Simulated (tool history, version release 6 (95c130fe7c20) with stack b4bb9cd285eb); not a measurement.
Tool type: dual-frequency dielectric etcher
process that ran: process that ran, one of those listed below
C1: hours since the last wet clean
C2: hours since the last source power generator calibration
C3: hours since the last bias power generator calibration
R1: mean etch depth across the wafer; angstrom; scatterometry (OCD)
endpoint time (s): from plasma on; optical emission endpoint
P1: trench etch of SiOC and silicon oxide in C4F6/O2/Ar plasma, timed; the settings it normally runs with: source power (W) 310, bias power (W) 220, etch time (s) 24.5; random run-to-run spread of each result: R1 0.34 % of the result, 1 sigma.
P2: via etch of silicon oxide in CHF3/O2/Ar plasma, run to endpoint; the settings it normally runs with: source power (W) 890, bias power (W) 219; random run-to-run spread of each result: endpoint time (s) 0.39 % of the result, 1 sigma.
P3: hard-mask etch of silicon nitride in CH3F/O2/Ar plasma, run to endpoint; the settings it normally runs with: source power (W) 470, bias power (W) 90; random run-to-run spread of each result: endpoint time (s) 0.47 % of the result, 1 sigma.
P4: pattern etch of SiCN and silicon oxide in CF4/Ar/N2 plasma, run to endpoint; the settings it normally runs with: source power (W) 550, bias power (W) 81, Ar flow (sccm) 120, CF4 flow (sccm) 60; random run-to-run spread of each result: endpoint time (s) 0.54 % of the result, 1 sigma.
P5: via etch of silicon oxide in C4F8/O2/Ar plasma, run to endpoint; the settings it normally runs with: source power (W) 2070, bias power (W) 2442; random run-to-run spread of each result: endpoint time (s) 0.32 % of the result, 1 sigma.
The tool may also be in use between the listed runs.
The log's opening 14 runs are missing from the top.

run 15 hour=169.2 | process_that_ran=P3 source_power_(W)=470 bias_power_(W)=90 | C1=441.9 C2=1594.6 C3=1859.3 | endpoint_time_(s)=52.1370
run 16 hour=184.6 | process_that_ran=P1 source_power_(W)=380 bias_power_(W)=220 etch_time_(s)=17.5 | C1=457.3 C2=1610.0 C3=1874.7 | R1=371.47
run 17 hour=201.3 | process_that_ran=P4 source_power_(W)=550 bias_power_(W)=81 Ar_flow_(sccm)=91 CF4_flow_(sccm)=60 | C1=474.0 C2=1626.7 C3=1891.4 | endpoint_time_(s)=10.7490
run 18 hour=212.1 | process_that_ran=P5 source_power_(W)=2070 bias_power_(W)=2442 | C1=484.8 C2=1637.5 C3=1902.2 | endpoint_time_(s)=259.3100
run 19 hour=223.1 | process_that_ran=P1 source_power_(W)=310 bias_power_(W)=129 etch_time_(s)=24.5 | C1=495.8 C2=1648.5 C3=1913.2 | R1=402.50
run 20 hour=237.9 | process_that_ran=P1 source_power_(W)=200 bias_power_(W)=220 etch_time_(s)=24.5 | C1=510.6 C2=1663.3 C3=1928.0 | R1=409.71
run 21 hour=249.1 | process_that_ran=P1 source_power_(W)=310 bias_power_(W)=274 etch_time_(s)=24.5 | C1=521.8 C2=1674.5 C3=1939.2 | R1=516.81
run 22 hour=264.6 | process_that_ran=P1 source_power_(W)=240 bias_power_(W)=220 etch_time_(s)=30.5 | C1=537.3 C2=1690.0 C3=1954.7 | R1=539.98
run 23 hour=275.9 | process_that_ran=P1 source_power_(W)=310 bias_power_(W)=220 etch_time_(s)=24.5 | C1=548.6 C2=1701.3 C3=1966.0 | R1=481.54
run 24 hour=283.9 | process_that_ran=P3 source_power_(W)=590 bias_power_(W)=90 | C1=556.6 C2=1709.3 C3=1974.0 | endpoint_time_(s)=47.8740

The next listed run, before its measurement:
run 25 hour=291.3 | process_that_ran=P5 source_power_(W)=1230 bias_power_(W)=2442 | C1=564.0 C2=1716.7 C3=1981.4 | endpoint_time_(s)=?

{"run 25": {"endpoint time (s)": 318.51}}
